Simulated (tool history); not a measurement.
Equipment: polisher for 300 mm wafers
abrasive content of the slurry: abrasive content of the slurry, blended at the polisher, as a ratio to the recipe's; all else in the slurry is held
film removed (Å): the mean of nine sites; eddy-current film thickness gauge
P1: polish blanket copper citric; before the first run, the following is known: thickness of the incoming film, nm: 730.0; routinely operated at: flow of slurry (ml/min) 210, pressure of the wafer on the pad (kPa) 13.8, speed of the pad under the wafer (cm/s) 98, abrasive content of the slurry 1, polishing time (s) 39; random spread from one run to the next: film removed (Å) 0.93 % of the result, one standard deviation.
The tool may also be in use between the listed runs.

| run | day | flow of slurry (ml/min) | pressure of the wafer on the pad (kPa) | speed of the pad under the wafer (cm/s) | abrasive content of the slurry | polishing time (s) | film removed (Å) |
|---|---|---|---|---|---|---|---|
| 1 | 0.275 | 210 | 13.8 | 98 | 1 | 39 | 636.67 |
| 2 | 0.612 | 210 | 13.8 | 98 | 1.25 | 54 | 940.13 |
| 3 | 1.046 | 210 | 13.8 | 98 | 1 | 22 | 366.14 |
| 4 | 1.488 | 210 | 13.8 | 98 | 1 | 39 | 650.41 |
| 5 | 1.933 | 210 | 20 | 98 | 1 | 39 | 933.79 |
| 6 | 2.162 | 210 | 13.8 | 98 | 1 | 39 | 649.57 |
| 7 | 2.612 | 210 | 13.8 | 152 | 1 | 39 | 990.04 |
| 8 | 3.083 | 210 | 6.9 | 98 | 1 | 39 | 338.79 |
| 9 | 3.367 | 270 | 13.8 | 98 | 1 | 39 | 661.93 |
| 10 | 3.858 | 210 | 13.8 | 98 | 1.4 | 39 | 701.02 |
| 11 | 4.167 | 125 | 13.8 | 98 | 1 | 39 | 587.58 |
| 12 | 4.638 | 210 | 13.8 | 98 | 1 | 39 | 651.14 |
| 13 | 5.125 | 210 | 13.8 | 98 | 1 | 55 | 912.74 |
| 14 | 5.438 | 210 | 13.8 | 44 | 1 | 39 | 295.74 |
|  | 5.662 | slurry blender recalibrated |
| 15 | 5.783 | 210 | 13.8 | 98 | 0.75 | 39 | 603.2 |
| 16 | 6.092 | 210 | 6.2 | 152 | 1 | 39 | 456.09 |
| 17 | 6.488 | 210 | 13.8 | 98 | 1 | 39 | 646.77 |
| 18 | 6.775 | 210 | 13.8 | 98 | 1 | 39 | 632.79 |
| 19 | 7.096 | 210 | 13.8 | 98 | 1 | 39 | 629.74 |
| 20 | 7.4 | 210 | 13.8 | 98 | 1 | 39 | 619.29 |
| 21 | 7.721 | 210 | 13.8 | 98 | 1 | 39 | 614.54 |
|  | 7.883 | slurry blender recalibrated |
|  | 7.946 | worn pad replaced by a new one |
| 22 | 8.012 | 210 | 13.8 | 98 | 1 | 39 | 609.99 |
| 23 | 8.296 | 210 | 13.8 | 98 | 1 | 39 | 617.17 |
| 24 | 8.538 | 210 | 13.8 | 98 | 1 | 39 | 604.19 |
| 25 | 8.821 | 210 | 13.8 | 98 | 1 | 39 | 612.44 |
| 26 | 9.304 | 210 | 13.8 | 98 | 1 | 39 | 604.98 |

For run 27, what comes out?
| 27 | 9.742 | 210 | 13.8 | 98 | 1 | 39 | ? |

Run 27 yielded film removed (Å) 608.06.
